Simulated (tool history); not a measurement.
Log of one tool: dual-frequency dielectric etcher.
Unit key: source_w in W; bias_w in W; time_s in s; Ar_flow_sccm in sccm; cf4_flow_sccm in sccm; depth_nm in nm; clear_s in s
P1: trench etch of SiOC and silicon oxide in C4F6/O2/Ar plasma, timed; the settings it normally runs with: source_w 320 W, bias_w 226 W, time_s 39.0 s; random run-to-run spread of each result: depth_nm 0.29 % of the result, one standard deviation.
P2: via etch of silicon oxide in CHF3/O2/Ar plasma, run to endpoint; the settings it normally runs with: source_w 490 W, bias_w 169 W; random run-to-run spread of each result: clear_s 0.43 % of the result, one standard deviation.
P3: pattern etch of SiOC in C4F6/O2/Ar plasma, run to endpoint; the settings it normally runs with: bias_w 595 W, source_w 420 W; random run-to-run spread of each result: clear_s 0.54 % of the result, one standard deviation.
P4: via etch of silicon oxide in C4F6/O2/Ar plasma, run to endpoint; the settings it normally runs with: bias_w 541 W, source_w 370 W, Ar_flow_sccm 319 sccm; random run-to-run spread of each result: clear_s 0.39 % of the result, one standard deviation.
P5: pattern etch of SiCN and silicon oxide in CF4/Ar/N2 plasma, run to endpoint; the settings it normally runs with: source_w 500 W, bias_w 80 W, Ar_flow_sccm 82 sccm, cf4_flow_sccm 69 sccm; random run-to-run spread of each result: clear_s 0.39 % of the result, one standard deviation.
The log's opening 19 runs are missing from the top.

| run | day | process | source_w | bias_w | time_s | Ar_flow_sccm | cf4_flow_sccm | depth_nm | clear_s |
|---|---|---|---|---|---|---|---|---|---|
| 20 | 7.662 | P1 | 320 | 269 | 39.0 |  |  | 80.641 |  |
| 21 | 8.150 | P5 | 500 | 80 |  | 59 | 69 |  | 15.673 |
| 22 | 8.383 | P4 | 370 | 541 |  | 200 |  |  | 29.521 |
| 23 | 8.867 | P2 | 680 | 169 |  |  |  |  | 254.700 |
| 24 | 9.238 | P2 | 490 | 239 |  |  |  |  | 256.950 |
| 25 | 9.508 | P2 | 490 | 169 |  |  |  |  | 290.100 |
| 26 | 10.004 | P1 | 320 | 226 | 57.0 |  |  | 111.330 |  |
| 27 | 10.450 | P5 | 500 | 80 |  | 82 | 69 |  | 16.372 |
| 28 | 10.871 | P5 | 500 | 54 |  | 82 | 69 |  | 18.684 |
| 29 | 11.188 | P5 | 500 | 80 |  | 82 | 92 |  | 15.850 |
| 30 | 11.512 | P3 | 420 | 595 |  |  |  |  | 15.680 |
| 31 | 11.750 | P1 | 240 | 226 | 22.5 |  |  | 39.331 |  |
| 32 | 12.000 | P1 | 320 | 226 | 39.0 |  |  | 76.301 |  |
| 33 | 12.488 | P1 | 320 | 226 | 39.0 |  |  | 75.699 |  |
| 34 | 12.742 | P1 | 320 | 226 | 39.0 |  |  | 75.091 |  |
| 35 | 13.229 | P1 | 320 | 226 | 39.0 |  |  | 75.011 |  |
| 36 | 13.562 | P1 | 320 | 226 | 39.0 |  |  | 74.719 |  |
|  | 13.767 | wet clean of the chamber |
| 37 | 13.817 | P1 | 320 | 226 | 39.0 |  |  | 74.699 |  |

Run 38 has not been measured yet. What should we expect?
| 38 | 14.217 | P1 | 320 | 226 | 39.0 |  |  | ? |  |

{"run 38": {"depth_nm": 74.989}}

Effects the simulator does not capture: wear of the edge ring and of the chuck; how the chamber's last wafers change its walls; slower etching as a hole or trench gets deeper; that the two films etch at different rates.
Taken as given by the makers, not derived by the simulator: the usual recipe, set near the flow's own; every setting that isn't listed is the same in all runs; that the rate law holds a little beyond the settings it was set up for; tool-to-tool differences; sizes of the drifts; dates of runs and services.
